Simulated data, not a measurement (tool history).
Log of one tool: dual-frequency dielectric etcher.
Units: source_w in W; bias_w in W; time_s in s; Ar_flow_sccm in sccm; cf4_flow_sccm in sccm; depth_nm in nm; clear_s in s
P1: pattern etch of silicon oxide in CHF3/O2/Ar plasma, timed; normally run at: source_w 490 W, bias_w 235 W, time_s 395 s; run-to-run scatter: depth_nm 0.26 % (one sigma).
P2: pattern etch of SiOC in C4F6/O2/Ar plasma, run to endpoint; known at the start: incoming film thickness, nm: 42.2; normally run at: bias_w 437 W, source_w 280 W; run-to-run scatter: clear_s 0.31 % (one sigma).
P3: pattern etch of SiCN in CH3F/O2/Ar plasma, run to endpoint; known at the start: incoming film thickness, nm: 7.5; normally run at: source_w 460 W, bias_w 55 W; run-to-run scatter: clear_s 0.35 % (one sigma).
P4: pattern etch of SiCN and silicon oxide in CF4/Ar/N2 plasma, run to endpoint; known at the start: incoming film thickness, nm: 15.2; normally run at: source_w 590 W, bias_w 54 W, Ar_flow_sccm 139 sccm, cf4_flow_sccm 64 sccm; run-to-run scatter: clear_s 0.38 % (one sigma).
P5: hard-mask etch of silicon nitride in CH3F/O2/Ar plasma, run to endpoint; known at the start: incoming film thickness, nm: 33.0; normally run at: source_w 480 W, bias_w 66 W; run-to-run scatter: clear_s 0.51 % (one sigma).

run	hour	process	source_w	bias_w	time_s	Ar_flow_sccm	cf4_flow_sccm	hours since the last wet clean	hours since the last source power generator calibration	hours since the last bias power generator calibration	depth_nm	clear_s
1	6.7	P1	490	235	395			113	1614.1	582.5	797.89	
2	16.9	P4	590	54		139	64	123.2	1624.3	592.7		16.197
3	28.6	P1	490	178	524.5			134.9	1636	604.4	958.39	
4	39.4	P3	460	55				145.7	1646.8	615.2		21.852
5	48.7	P2	280	437				155	1656.1	624.5		16.917
6	58.5	P5	480	66				164.8	1665.9	634.3		45.562
7	64.9	P4	590	54		139	64	171.2	1672.3	640.7		16.101
8	77	P1	490	301	395			183.3	1684.4	652.8	872.75	
9	85.9	P4	770	54		139	64	192.2	1693.3	661.7		12.691
10	97.3	P5	480	46				203.6	1704.7	673.1		51.022
11	108	P1	490	235	395			214.3	1715.4	683.8	796.6	
12	119.7	P1	490	182	395			226	1727.1	695.5	728.07	
13	126	P4	590	69		139	64	232.3	1733.4	701.8		14.752
14	133.6	P1	490	235	526.5			239.9	1741	709.4	1063.3	
15	146.4	P4	590	54		139	87	252.7	1753.8	722.2		15.306
16	157	P1	600	235	573.5			263.3	1764.4	732.8	1250	
17	166	P1	350	235	502.5			272.3	1773.4	741.8	895.67	
18	175.3	P2	280	564				281.6	1782.7	751.1		15.361
19	185.5	P3	340	55				291.8	1792.9	761.3		24.591
20	192.5	P2	370	437				298.8	1799.9	768.3		15.366
21	204	P1	490	235	395			310.3	1811.4	779.8	795.06	
22	215.1	P3	460	77				321.4	1822.5	790.9		19.58
23	224.8	P4	590	54		95	64	331.1	1832.2	800.6		14.969
24	232.7	P1	490	235	395			339	1840.1	808.5	795.34	
# hour 237.5: source power generator calibrated
25	242.8	P1	620	235	395			349.1	5.4	818.6	872.21	
26	253.8	P5	660	66				360.1	16.4	829.6		40.153
27	266	P1	360	235	395			372.3	28.6	841.8	711.4	
28	276.2	P1	490	235	297			382.5	38.8	852	598.38	
29	283.3	P1	490	235	395			389.6	45.9	859.1	795.54	
30	289.3	P1	490	235	395			395.6	51.9	865.1	790.58	
31	300.6	P1	490	235	395			406.9	63.2	876.4	792.25	
32	308.2	P1	490	235	395			414.5	70.8	884	787.13	
33	314.9	P1	490	235	395			421.2	77.5	890.7	789.79	
34	325	P1	490	235	395			431.3	87.6	900.8	785.55	
35	333.5	P1	490	235	395			439.8	96.1	909.3	786.19	
36	344.4	P1	490	235	395			450.7	107	920.2	785.01	
# hour 353.2: wet clean of the chamber
37	355.5	P1	490	235	395			2.3	118.1	931.3	783.72	
38	364.2	P1	490	235	395			11	126.8	940	785.24	
39	371.3	P1	490	235	395			18.1	133.9	947.1	780.92	
40	377.3	P1	490	235	395			24.1	139.9	953.1	784.53	

What P1 gives has crept away from where it was. These 2 causes fit the log equally well, each at the size given:
A: source power that arrives under what is set, % = 4.27
B: bias power that arrives under what is set, % = 4.49
The creep began at about hour 283.3.
Why every other cause is out:
chamber walls in a state that lowers the etch rate, %: serviced at hour 353.2, which brought nothing back

4 check runs are offered, each on 2 wafers whose results are averaged, their results left as question marks. Which one tells the causes apart?
check 1	383.3	P2	280	437								?
check 2	383.3	P4	590	54		139	64					?
check 3	383.3	P5	480	66								?
check 4	383.3	P3	460	55								?

What each check would give under each cause:
check	result	if A	if B
check 1	clear_s	17.273	17.29
check 2	clear_s	16.772	16.384
check 3	clear_s	46.257	46.183
check 4	clear_s	22.288	22.248
How far apart the two closest causes lie, in the result that separates them most: check 1 0.1 %; check 2 2.34 %; check 3 0.16 %; check 4 0.18 %
Only check 2 tells the causes apart: in the others they would give nearly the same result.

Check 2 was then run and gave: clear_s 16.834 s. Which cause is it?

It is A: source power that arrives under what is set, %.
